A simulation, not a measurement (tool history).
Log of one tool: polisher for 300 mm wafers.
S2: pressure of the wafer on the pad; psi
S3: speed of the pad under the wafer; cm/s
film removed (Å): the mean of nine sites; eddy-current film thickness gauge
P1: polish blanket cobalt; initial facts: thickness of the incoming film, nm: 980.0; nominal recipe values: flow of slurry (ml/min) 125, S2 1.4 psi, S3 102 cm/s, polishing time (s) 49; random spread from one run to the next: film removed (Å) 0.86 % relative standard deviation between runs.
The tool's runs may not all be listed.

run 1 day=0.221 | flow_of_slurry_(ml/min)=125 S2=1.4 S3=102 polishing_time_(s)=49 | film_removed_(Å)=1883.00
run 2 day=0.692 | flow_of_slurry_(ml/min)=125 S2=1.4 S3=102 polishing_time_(s)=49 | film_removed_(Å)=1863.80
run 3 day=1.104 | flow_of_slurry_(ml/min)=125 S2=1.4 S3=46 polishing_time_(s)=49 | film_removed_(Å)=841.29
run 4 day=1.438 | flow_of_slurry_(ml/min)=125 S2=2.2 S3=102 polishing_time_(s)=49 | film_removed_(Å)=2881.00
run 5 day=1.900 | flow_of_slurry_(ml/min)=125 S2=1.4 S3=102 polishing_time_(s)=49 | film_removed_(Å)=1857.40
run 6 day=2.367 | flow_of_slurry_(ml/min)=165 S2=1.4 S3=102 polishing_time_(s)=69 | film_removed_(Å)=2794.10
run 7 day=2.800 | flow_of_slurry_(ml/min)=175 S2=1.4 S3=102 polishing_time_(s)=25 | film_removed_(Å)=1009.70
run 8 day=3.304 | flow_of_slurry_(ml/min)=125 S2=1.4 S3=102 polishing_time_(s)=49 | film_removed_(Å)=1871.60
run 9 day=3.546 | flow_of_slurry_(ml/min)=125 S2=1.4 S3=102 polishing_time_(s)=75 | film_removed_(Å)=2830.10
run 10 day=3.854 | flow_of_slurry_(ml/min)=125 S2=1.4 S3=102 polishing_time_(s)=49 | film_removed_(Å)=1848.20
run 11 day=4.362 | flow_of_slurry_(ml/min)=125 S2=1.4 S3=156 polishing_time_(s)=49 | film_removed_(Å)=2833.20
run 12 day=4.833 | flow_of_slurry_(ml/min)=125 S2=1.4 S3=102 polishing_time_(s)=49 | film_removed_(Å)=1838.30
run 13 day=5.279 | flow_of_slurry_(ml/min)=75 S2=1.4 S3=102 polishing_time_(s)=49 | film_removed_(Å)=1644.70
run 14 day=5.750 | flow_of_slurry_(ml/min)=125 S2=0.6 S3=102 polishing_time_(s)=49 | film_removed_(Å)=799.96

Run 15 is up next; what results do you expect?
run 15 day=6.188 | flow_of_slurry_(ml/min)=190 S2=1.4 S3=102 polishing_time_(s)=49 | film_removed_(Å)=?

Logged for run 15: film removed (Å) 1999.00.

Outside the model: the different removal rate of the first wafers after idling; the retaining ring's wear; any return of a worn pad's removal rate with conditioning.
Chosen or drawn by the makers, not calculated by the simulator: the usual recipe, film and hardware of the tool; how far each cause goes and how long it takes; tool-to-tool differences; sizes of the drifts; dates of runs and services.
